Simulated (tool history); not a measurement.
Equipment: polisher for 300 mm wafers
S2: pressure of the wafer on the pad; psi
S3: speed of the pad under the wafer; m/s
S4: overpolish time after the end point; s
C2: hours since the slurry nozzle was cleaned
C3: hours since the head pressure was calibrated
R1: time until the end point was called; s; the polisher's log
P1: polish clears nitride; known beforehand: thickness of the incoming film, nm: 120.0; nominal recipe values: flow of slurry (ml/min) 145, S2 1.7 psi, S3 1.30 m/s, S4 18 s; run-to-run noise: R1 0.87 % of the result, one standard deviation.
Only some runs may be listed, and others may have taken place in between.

Run 1, hour 13.5: flow of slurry (ml/min) 145, S2 1.7 psi, S3 1.30 m/s, S4 18 s; wafers polished on this pad 686; C2 234.7; C3 278.4. Result: R1 151.440 s.
Run 2, hour 23.0: flow of slurry (ml/min) 145, S2 1.7 psi, S3 1.30 m/s, S4 18 s; wafers polished on this pad 731; C2 244.2; C3 287.9. Result: R1 153.000 s.
Run 3, hour 34.9: flow of slurry (ml/min) 145, S2 1.7 psi, S3 1.30 m/s, S4 18 s; wafers polished on this pad 788; C2 256.1; C3 299.8. Result: R1 150.940 s.
Run 4, hour 48.5: flow of slurry (ml/min) 85, S2 1.7 psi, S3 1.30 m/s, S4 18 s; wafers polished on this pad 853; C2 269.7; C3 313.4. Result: R1 169.410 s.
Run 5, hour 56.9: flow of slurry (ml/min) 145, S2 1.7 psi, S3 1.30 m/s, S4 5 s; wafers polished on this pad 893; C2 278.1; C3 321.8. Result: R1 150.500 s.
Run 6, hour 72.9: flow of slurry (ml/min) 145, S2 1.7 psi, S3 1.30 m/s, S4 33 s; wafers polished on this pad 969; C2 294.1; C3 337.8. Result: R1 149.620 s.
Run 7, hour 82.3: flow of slurry (ml/min) 210, S2 1.7 psi, S3 0.84 m/s, S4 18 s; wafers polished on this pad 1013; C2 303.5; C3 347.2. Result: R1 217.130 s.
Run 8, hour 93.0: flow of slurry (ml/min) 145, S2 1.7 psi, S3 1.30 m/s, S4 18 s; wafers polished on this pad 1064; C2 314.2; C3 357.9. Result: R1 151.690 s.
Run 9, hour 108.3: flow of slurry (ml/min) 215, S2 1.7 psi, S3 1.30 m/s, S4 18 s; wafers polished on this pad 1137; C2 329.5; C3 373.2. Result: R1 143.060 s.
Run 10, hour 118.7: flow of slurry (ml/min) 145, S2 2.6 psi, S3 1.30 m/s, S4 18 s; wafers polished on this pad 1187; C2 339.9; C3 383.6. Result: R1 99.037 s.
Run 11, hour 131.2: flow of slurry (ml/min) 145, S2 2.6 psi, S3 1.30 m/s, S4 8 s; wafers polished on this pad 1246; C2 352.4; C3 396.1. Result: R1 100.050 s.
Run 12, hour 146.6: flow of slurry (ml/min) 145, S2 1.7 psi, S3 1.74 m/s, S4 5 s; wafers polished on this pad 1319; C2 367.8; C3 411.5. Result: R1 112.200 s.
Run 13, hour 154.5: flow of slurry (ml/min) 145, S2 1.7 psi, S3 1.80 m/s, S4 18 s; wafers polished on this pad 1357; C2 375.7; C3 419.4. Result: R1 109.850 s.

Predict the results of run 14:
Run 14, hour 167.5: flow of slurry (ml/min) 145, S2 1.7 psi, S3 0.72 m/s, S4 18 s; wafers polished on this pad 1419; C2 388.7; C3 432.4. Result: R1 ?.

{"run 14": {"R1": 272.85}}
